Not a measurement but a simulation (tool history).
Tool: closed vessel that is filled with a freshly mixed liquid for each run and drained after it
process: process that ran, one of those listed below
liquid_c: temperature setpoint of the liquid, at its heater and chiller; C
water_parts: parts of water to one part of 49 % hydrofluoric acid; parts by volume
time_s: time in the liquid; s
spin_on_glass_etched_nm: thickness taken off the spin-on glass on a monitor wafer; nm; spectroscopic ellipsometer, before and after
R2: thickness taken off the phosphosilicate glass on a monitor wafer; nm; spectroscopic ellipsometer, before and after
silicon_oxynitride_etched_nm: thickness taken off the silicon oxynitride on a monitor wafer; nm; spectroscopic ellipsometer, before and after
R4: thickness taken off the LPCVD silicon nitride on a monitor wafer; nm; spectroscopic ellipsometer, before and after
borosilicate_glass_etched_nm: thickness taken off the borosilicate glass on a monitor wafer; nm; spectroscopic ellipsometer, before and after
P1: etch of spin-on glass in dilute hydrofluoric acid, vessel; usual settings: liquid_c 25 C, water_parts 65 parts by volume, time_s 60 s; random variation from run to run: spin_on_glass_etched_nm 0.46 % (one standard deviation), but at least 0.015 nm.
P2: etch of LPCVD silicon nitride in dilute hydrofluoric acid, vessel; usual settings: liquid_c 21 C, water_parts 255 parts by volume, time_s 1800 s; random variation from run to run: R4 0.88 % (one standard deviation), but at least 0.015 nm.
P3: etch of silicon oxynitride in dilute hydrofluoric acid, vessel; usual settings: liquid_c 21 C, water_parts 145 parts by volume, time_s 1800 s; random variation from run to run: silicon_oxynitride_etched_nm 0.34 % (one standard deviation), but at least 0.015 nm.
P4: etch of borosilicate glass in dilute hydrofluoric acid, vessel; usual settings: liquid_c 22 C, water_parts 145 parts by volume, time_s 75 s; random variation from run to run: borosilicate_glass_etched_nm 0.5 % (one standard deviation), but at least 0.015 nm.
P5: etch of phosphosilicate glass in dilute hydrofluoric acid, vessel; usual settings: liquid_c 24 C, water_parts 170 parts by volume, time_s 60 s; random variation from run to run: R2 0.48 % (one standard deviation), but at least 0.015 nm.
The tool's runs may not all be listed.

run 1 hour=6.5 | process=P1 liquid_c=25 water_parts=65 time_s=60 | spin_on_glass_etched_nm=28.556
run 2 hour=13.8 | process=P5 liquid_c=24 water_parts=170 time_s=85 | R2=51.283
run 3 hour=28.2 | process=P1 liquid_c=25 water_parts=65 time_s=60 | spin_on_glass_etched_nm=28.483
run 4 hour=40.2 | process=P3 liquid_c=21 water_parts=260 time_s=1800 | silicon_oxynitride_etched_nm=10.426
run 5 hour=49.7 | process=P1 liquid_c=25 water_parts=40 time_s=60 | spin_on_glass_etched_nm=48
run 6 hour=58.8 | process=P1 liquid_c=32 water_parts=65 time_s=115 | spin_on_glass_etched_nm=72.395
run 7 hour=68 | process=P1 liquid_c=25 water_parts=115 time_s=60 | spin_on_glass_etched_nm=15.143
run 8 hour=75.1 | process=P2 liquid_c=21 water_parts=255 time_s=250 | R4=0.3882
run 9 hour=83.6 | process=P1 liquid_c=25 water_parts=65 time_s=60 | spin_on_glass_etched_nm=28.656
run 10 hour=95.7 | process=P3 liquid_c=21 water_parts=145 time_s=1800 | silicon_oxynitride_etched_nm=20.21
run 11 hour=109.4 | process=P1 liquid_c=25 water_parts=65 time_s=60 | spin_on_glass_etched_nm=28.416
run 12 hour=120.2 | process=P1 liquid_c=30.5 water_parts=65 time_s=60 | spin_on_glass_etched_nm=35.151
run 13 hour=134.5 | process=P3 liquid_c=21 water_parts=145 time_s=1800 | silicon_oxynitride_etched_nm=20.223
run 14 hour=146 | process=P4 liquid_c=17 water_parts=145 time_s=75 | borosilicate_glass_etched_nm=13.375
run 15 hour=158.4 | process=P5 liquid_c=17 water_parts=170 time_s=60 | R2=27.469
run 16 hour=170.7 | process=P1 liquid_c=25 water_parts=65 time_s=30 | spin_on_glass_etched_nm=14.143
run 17 hour=183.1 | process=P4 liquid_c=22 water_parts=145 time_s=75 | borosilicate_glass_etched_nm=16.289
run 18 hour=197.7 | process=P1 liquid_c=25 water_parts=65 time_s=100 | spin_on_glass_etched_nm=47.561
run 19 hour=208.1 | process=P5 liquid_c=24 water_parts=170 time_s=60 | R2=36.373
run 20 hour=220.1 | process=P3 liquid_c=21 water_parts=145 time_s=3565 | silicon_oxynitride_etched_nm=40
run 21 hour=234.2 | process=P1 liquid_c=30 water_parts=65 time_s=30 | spin_on_glass_etched_nm=17.434
run 22 hour=244.4 | process=P4 liquid_c=22 water_parts=145 time_s=75 | borosilicate_glass_etched_nm=16.216
run 23 hour=253.7 | process=P4 liquid_c=22 water_parts=30 time_s=75 | borosilicate_glass_etched_nm=90.972
run 24 hour=266.9 | process=P1 liquid_c=25 water_parts=65 time_s=60 | spin_on_glass_etched_nm=28.572
run 25 hour=274.3 | process=P4 liquid_c=22 water_parts=145 time_s=150 | borosilicate_glass_etched_nm=32.362
run 26 hour=287.2 | process=P1 liquid_c=20 water_parts=65 time_s=60 | spin_on_glass_etched_nm=23.224
run 27 hour=299.8 | process=P1 liquid_c=25 water_parts=65 time_s=60 | spin_on_glass_etched_nm=28.639
run 28 hour=311.1 | process=P3 liquid_c=17 water_parts=145 time_s=1800 | silicon_oxynitride_etched_nm=16.69
run 29 hour=324.8 | process=P1 liquid_c=25 water_parts=25 time_s=95 | spin_on_glass_etched_nm=125.12
run 30 hour=333.7 | process=P2 liquid_c=29.5 water_parts=255 time_s=1800 | R4=4.67
run 31 hour=344 | process=P2 liquid_c=21 water_parts=130 time_s=1800 | R4=5.4181
run 32 hour=357.9 | process=P5 liquid_c=24 water_parts=100 time_s=60 | R2=66.868
run 33 hour=371.7 | process=P2 liquid_c=21 water_parts=255 time_s=1800 | R4=2.8106
run 34 hour=381.6 | process=P1 liquid_c=25 water_parts=65 time_s=60 | spin_on_glass_etched_nm=28.564
run 35 hour=389.5 | process=P1 liquid_c=25 water_parts=65 time_s=60 | spin_on_glass_etched_nm=29.896
run 36 hour=402.3 | process=P1 liquid_c=25 water_parts=65 time_s=60 | spin_on_glass_etched_nm=30.958
run 37 hour=408.8 | process=P1 liquid_c=25 water_parts=65 time_s=60 | spin_on_glass_etched_nm=31.237
run 38 hour=420.3 | process=P1 liquid_c=25 water_parts=65 time_s=60 | spin_on_glass_etched_nm=31.419
run 39 hour=426.7 | process=P1 liquid_c=25 water_parts=65 time_s=60 | spin_on_glass_etched_nm=31.258
run 40 hour=433.6 | process=P1 liquid_c=25 water_parts=65 time_s=60 | spin_on_glass_etched_nm=31.426

Something has made what P1 gives creep away from where it was; the 2 causes below, each at its own stated size, fit the log equally well:
A: liquid hotter than its thermometer reads (K) = 2.34
B: hydrofluoric acid flow above the setpoint (%) = 9
At approximately hour 381.6, the process output began to creep.

4 check runs are offered, each on 2 wafers whose results are averaged, their results left as question marks. Which one tells the causes apart?
run check 1 hour=440.5 | process=P2 liquid_c=24 water_parts=255 time_s=1800 | R4=?
run check 2 hour=440.5 | process=P5 liquid_c=19 water_parts=170 time_s=60 | R2=?
run check 3 hour=440.5 | process=P4 liquid_c=17 water_parts=70 time_s=75 | borosilicate_glass_etched_nm=?
run check 4 hour=440.5 | process=P3 liquid_c=21 water_parts=245 time_s=1800 | silicon_oxynitride_etched_nm=?

Outcome of each check run for each possible cause:
check=check_1 result=R4 if_A=3.9044 if_B=3.6844
check=check_2 result=R2 if_A=32.759 if_B=33.036
check=check_3 result=borosilicate_glass_etched_nm if_A=32.943 if_B=32.712
check=check_4 result=silicon_oxynitride_etched_nm if_A=12.384 if_B=12.329
Distance between the nearest two causes, measured in the result of the check that separates them most: check 1 5.8 %; check 2 0.84 %; check 3 0.7 %; check 4 0.45 %
The other checks would show nearly matching results whichever cause is true, so check 1 is the only one that separates the causes.

After running check 1, the following was obtained: R4 3.8764 nm. Which cause does this point to?

Of the candidate causes, it is A: liquid hotter than its thermometer reads (K).

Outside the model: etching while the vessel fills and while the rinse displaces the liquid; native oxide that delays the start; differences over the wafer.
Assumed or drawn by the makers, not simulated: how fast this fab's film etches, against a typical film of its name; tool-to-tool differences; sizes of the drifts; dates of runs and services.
